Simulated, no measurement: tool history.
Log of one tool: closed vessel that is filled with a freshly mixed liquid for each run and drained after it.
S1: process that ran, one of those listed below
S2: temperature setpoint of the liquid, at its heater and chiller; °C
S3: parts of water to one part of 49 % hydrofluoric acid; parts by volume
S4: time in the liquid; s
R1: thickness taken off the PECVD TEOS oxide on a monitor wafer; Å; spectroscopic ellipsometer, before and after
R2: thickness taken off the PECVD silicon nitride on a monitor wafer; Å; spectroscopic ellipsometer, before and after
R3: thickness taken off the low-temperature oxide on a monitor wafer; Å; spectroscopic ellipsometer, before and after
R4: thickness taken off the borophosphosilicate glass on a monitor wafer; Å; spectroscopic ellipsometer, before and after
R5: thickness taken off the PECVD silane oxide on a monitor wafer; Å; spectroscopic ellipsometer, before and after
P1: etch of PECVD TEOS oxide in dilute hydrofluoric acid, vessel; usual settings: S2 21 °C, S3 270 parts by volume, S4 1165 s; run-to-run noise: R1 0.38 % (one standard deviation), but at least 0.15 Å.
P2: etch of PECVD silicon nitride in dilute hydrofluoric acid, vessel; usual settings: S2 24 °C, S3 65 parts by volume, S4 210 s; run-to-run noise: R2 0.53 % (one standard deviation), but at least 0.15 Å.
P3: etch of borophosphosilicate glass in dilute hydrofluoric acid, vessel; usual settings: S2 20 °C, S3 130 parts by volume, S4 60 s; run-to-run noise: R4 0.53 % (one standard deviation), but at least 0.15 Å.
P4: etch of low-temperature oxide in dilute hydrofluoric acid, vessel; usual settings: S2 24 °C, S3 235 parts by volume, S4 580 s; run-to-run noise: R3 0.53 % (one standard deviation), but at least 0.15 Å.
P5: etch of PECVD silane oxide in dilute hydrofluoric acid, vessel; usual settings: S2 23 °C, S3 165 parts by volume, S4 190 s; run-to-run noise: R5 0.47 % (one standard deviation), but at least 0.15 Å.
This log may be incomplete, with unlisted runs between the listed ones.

{"run": 1, "hour": 6.1, "S1": "P1", "S2": 21, "S3": 270, "S4": 1165, "R1": 567.7}
{"run": 2, "hour": 12.5, "S1": "P2", "S2": 24, "S3": 30, "S4": 210, "R2": 153.37}
{"run": 3, "hour": 18.6, "S1": "P4", "S2": 24, "S3": 235, "S4": 45, "R3": 17.4}
{"run": 4, "hour": 24.5, "S1": "P3", "S2": 20, "S3": 130, "S4": 60, "R4": 251.33}
{"run": 5, "hour": 27.7, "S1": "P2", "S2": 24, "S3": 65, "S4": 210, "R2": 71.981}
{"run": 6, "hour": 32.1, "S1": "P2", "S2": 24, "S3": 65, "S4": 50, "R2": 17.116}
{"run": 7, "hour": 35.6, "S1": "P5", "S2": 23, "S3": 165, "S4": 190, "R5": 298.23}
{"run": 8, "hour": 41.9, "S1": "P3", "S2": 20, "S3": 130, "S4": 100, "R4": 424.95}
{"run": 9, "hour": 45.1, "S1": "P4", "S2": 24, "S3": 365, "S4": 580, "R3": 127.59}
{"run": 10, "hour": 51.5, "S1": "P5", "S2": 23, "S3": 105, "S4": 190, "R5": 505.74}
{"run": 11, "hour": 56.5, "S1": "P1", "S2": 27.5, "S3": 270, "S4": 1165, "R1": 718.38}
{"hour": 57.3, "done": "thermometer replaced"}
{"run": 12, "hour": 60.1, "S1": "P1", "S2": 21, "S3": 270, "S4": 1165, "R1": 574.21}
{"hour": 61.8, "done": "hydrofluoric acid flow meter replaced"}
{"run": 13, "hour": 65.8, "S1": "P1", "S2": 21, "S3": 380, "S4": 1760, "R1": 555.06}
{"run": 14, "hour": 71.7, "S1": "P2", "S2": 24, "S3": 65, "S4": 210, "R2": 71.704}
{"run": 15, "hour": 77.8, "S1": "P3", "S2": 27.5, "S3": 130, "S4": 60, "R4": 338.67}
{"run": 16, "hour": 84.8, "S1": "P2", "S2": 29, "S3": 65, "S4": 210, "R2": 99.761}
{"run": 17, "hour": 90.4, "S1": "P1", "S2": 17, "S3": 270, "S4": 1165, "R1": 495.38}
{"run": 18, "hour": 96.9, "S1": "P1", "S2": 21, "S3": 165, "S4": 1165, "R1": 1039}
{"run": 19, "hour": 100.6, "S1": "P1", "S2": 27.5, "S3": 270, "S4": 115, "R1": 70.943}
{"run": 20, "hour": 106.5, "S1": "P1", "S2": 21, "S3": 270, "S4": 1165, "R1": 572.07}
{"run": 21, "hour": 111.1, "S1": "P5", "S2": 17, "S3": 165, "S4": 190, "R5": 234.22}
{"run": 22, "hour": 118.0, "S1": "P1", "S2": 21, "S3": 270, "S4": 430, "R1": 210.61}
{"run": 23, "hour": 124.3, "S1": "P1", "S2": 21, "S3": 270, "S4": 2330, "R1": 1137.8}
{"run": 24, "hour": 129.2, "S1": "P4", "S2": 24, "S3": 235, "S4": 580, "R3": 225.34}
{"run": 25, "hour": 132.7, "S1": "P5", "S2": 23, "S3": 165, "S4": 30, "R5": 46.981}
{"run": 26, "hour": 139.7, "S1": "P3", "S2": 20, "S3": 30, "S4": 60, "R4": 1225.4}
{"run": 27, "hour": 146.2, "S1": "P1", "S2": 21, "S3": 270, "S4": 1165, "R1": 573.45}
{"run": 28, "hour": 152.6, "S1": "P4", "S2": 20, "S3": 235, "S4": 580, "R3": 192.78}
{"run": 29, "hour": 158.4, "S1": "P3", "S2": 20, "S3": 130, "S4": 60, "R4": 252.05}
{"run": 30, "hour": 163.5, "S1": "P1", "S2": 21, "S3": 405, "S4": 1165, "R1": 338.47}
{"run": 31, "hour": 168.4, "S1": "P1", "S2": 21, "S3": 270, "S4": 1165, "R1": 572.1}
{"run": 32, "hour": 172.1, "S1": "P1", "S2": 21, "S3": 270, "S4": 1165, "R1": 570.16}
{"run": 33, "hour": 177.0, "S1": "P1", "S2": 21, "S3": 270, "S4": 1165, "R1": 555.74}
{"run": 34, "hour": 183.9, "S1": "P1", "S2": 21, "S3": 270, "S4": 1165, "R1": 551.05}
{"run": 35, "hour": 190.0, "S1": "P1", "S2": 21, "S3": 270, "S4": 1165, "R1": 538.77}
{"run": 36, "hour": 194.0, "S1": "P1", "S2": 21, "S3": 270, "S4": 1165, "R1": 536.71}
{"run": 37, "hour": 197.5, "S1": "P1", "S2": 21, "S3": 270, "S4": 1165, "R1": 538.88}
{"run": 38, "hour": 202.4, "S1": "P1", "S2": 21, "S3": 270, "S4": 1165, "R1": 533.35}
{"run": 39, "hour": 208.7, "S1": "P1", "S2": 21, "S3": 270, "S4": 1165, "R1": 535.97}
{"run": 40, "hour": 214.6, "S1": "P1", "S2": 21, "S3": 270, "S4": 1165, "R1": 534.24}

Something has made what P1 gives creep away from where it was; the 2 causes below, each at its own stated size, fit the log equally well:
A: liquid colder than its thermometer reads (K) = 1.88
B: hydrofluoric acid flow below the setpoint (%) = 5.37
The creep began at about hour 172.1.

Each of the 4 check runs below uses one wafer; its results are left as question marks. Which run tells the causes apart?
{"run": "check 1", "hour": 220.5, "S1": "P4", "S2": 24, "S3": 235, "S4": 580, "R3": "?"}
{"run": "check 2", "hour": 220.5, "S1": "P2", "S2": 24, "S3": 65, "S4": 210, "R2": "?"}
{"run": "check 3", "hour": 220.5, "S1": "P5", "S2": 23, "S3": 165, "S4": 190, "R5": "?"}
{"run": "check 4", "hour": 220.5, "S1": "P3", "S2": 20, "S3": 130, "S4": 60, "R4": "?"}

Outcome of each check run for each possible cause:
check=check_1 result=R3 if_A=209.66 if_B=209.61
check=check_2 result=R2 if_A=63.396 if_B=68.163
check=check_3 result=R5 if_A=277.22 if_B=279.22
check=check_4 result=R4 if_A=233.95 if_B=237.1
Per-check spread between the two closest causes, in the result where they differ most: check 1 0.03 %; check 2 7.25 %; check 3 0.72 %; check 4 1.34 %
Only in check 2 would the causes give clearly different results; in the remaining checks their results would be nearly the same.

Here is what check 2 returned: R2 63.798 Å. Which cause is it?

It is A: liquid colder than its thermometer reads (K).
